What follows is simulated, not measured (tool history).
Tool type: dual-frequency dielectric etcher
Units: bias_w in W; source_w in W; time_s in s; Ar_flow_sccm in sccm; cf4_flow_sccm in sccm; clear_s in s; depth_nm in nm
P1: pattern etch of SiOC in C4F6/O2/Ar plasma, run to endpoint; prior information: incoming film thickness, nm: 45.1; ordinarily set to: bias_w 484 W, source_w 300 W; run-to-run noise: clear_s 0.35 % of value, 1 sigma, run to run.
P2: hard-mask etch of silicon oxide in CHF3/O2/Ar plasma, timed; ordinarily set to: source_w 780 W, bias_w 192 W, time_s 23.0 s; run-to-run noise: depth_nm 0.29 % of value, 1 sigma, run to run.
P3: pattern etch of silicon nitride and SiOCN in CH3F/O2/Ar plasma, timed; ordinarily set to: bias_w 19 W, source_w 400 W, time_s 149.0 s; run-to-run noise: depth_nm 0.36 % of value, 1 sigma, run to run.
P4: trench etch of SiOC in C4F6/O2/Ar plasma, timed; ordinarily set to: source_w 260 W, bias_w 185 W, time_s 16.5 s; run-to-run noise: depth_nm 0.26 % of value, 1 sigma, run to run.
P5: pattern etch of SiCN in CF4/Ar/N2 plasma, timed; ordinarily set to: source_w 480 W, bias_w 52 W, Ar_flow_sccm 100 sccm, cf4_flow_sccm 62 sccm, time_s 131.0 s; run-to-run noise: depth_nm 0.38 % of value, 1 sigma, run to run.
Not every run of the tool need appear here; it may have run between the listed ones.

run	day	process	bias_w	source_w	time_s	Ar_flow_sccm	cf4_flow_sccm	hours since the last wet clean	hours since the last bias power generator calibration	hours since the last source power generator calibration	clear_s	depth_nm
1	0.254	P1	484	300				315.6	903.2	1273.9	17.333	
2	0.654	P4	229	260	16.5			325.2	912.8	1283.5		31.586
3	1.179	P4	185	340	16.5			337.8	925.4	1296.1		32.390
4	1.458	P1	484	370				344.5	932.1	1302.8	16.124	
5	1.912	P1	672	300				355.4	943.0	1313.7	15.316	
6	2.142	P1	351	200				360.9	948.5	1319.2	22.764	
7	2.379	P2	192	780	23.0			366.6	954.2	1324.9		49.707
8	2.817	P1	484	300				377.1	964.7	1335.4	17.339	
9	3.279	P3	19	400	149.0			388.2	975.8	1346.5		18.595
10	3.733	P1	484	300				399.1	986.7	1357.4	17.395	
11	3.988	P5	52	480	131.0	79	62	405.2	992.8	1363.5		109.600
12	4.483	P1	484	230				417.1	1004.7	1375.4	19.191	
13	5.000	P2	192	1000	23.0			429.5	1017.1	1387.8		54.562
14	5.458	P3	19	400	215.0			440.5	1028.1	1398.8		27.032
15	5.954	P5	52	480	131.0	100	62	452.4	1040.0	1410.7		105.330
16	6.346	P2	192	780	13.5			461.8	1049.4	1420.1		29.257
17	6.688	P5	52	480	131.0	100	62	470.0	1057.6	1428.3		105.910
18	6.954	P3	19	400	149.0			476.4	1064.0	1434.7		18.555
19	7.204	P5	52	480	131.0	100	47	482.4	1070.0	1440.7		100.590
# day 7.417: source power generator calibrated
20	7.733	P5	73	480	131.0	100	62	495.1	1082.7	7.6		117.290
21	8.171	P3	19	550	149.0			505.6	1093.2	18.1		20.722
22	8.492	P1	351	300				513.3	1100.9	25.8	19.727	
23	8.775	P4	185	260	16.5			520.1	1107.7	32.6		29.258
24	9.125	P5	52	480	163.0	100	62	528.5	1116.1	41.0		130.840
25	9.588	P4	185	260	23.5			539.6	1127.2	52.1		41.399
26	9.871	P2	192	780	23.0			546.4	1134.0	58.9		49.607
27	10.204	P1	665	400				554.4	1142.0	66.9	13.921	
28	10.554	P1	484	300				562.8	1150.4	75.3	17.407	
29	10.788	P1	484	300				568.4	1156.0	80.9	17.356	

Estimate the outcome of run 30 from the log above:
30	11.271	P4	185	260	16.5			580.0	1167.6	92.5		?

Run 30 came out at depth_nm 29.157 nm.

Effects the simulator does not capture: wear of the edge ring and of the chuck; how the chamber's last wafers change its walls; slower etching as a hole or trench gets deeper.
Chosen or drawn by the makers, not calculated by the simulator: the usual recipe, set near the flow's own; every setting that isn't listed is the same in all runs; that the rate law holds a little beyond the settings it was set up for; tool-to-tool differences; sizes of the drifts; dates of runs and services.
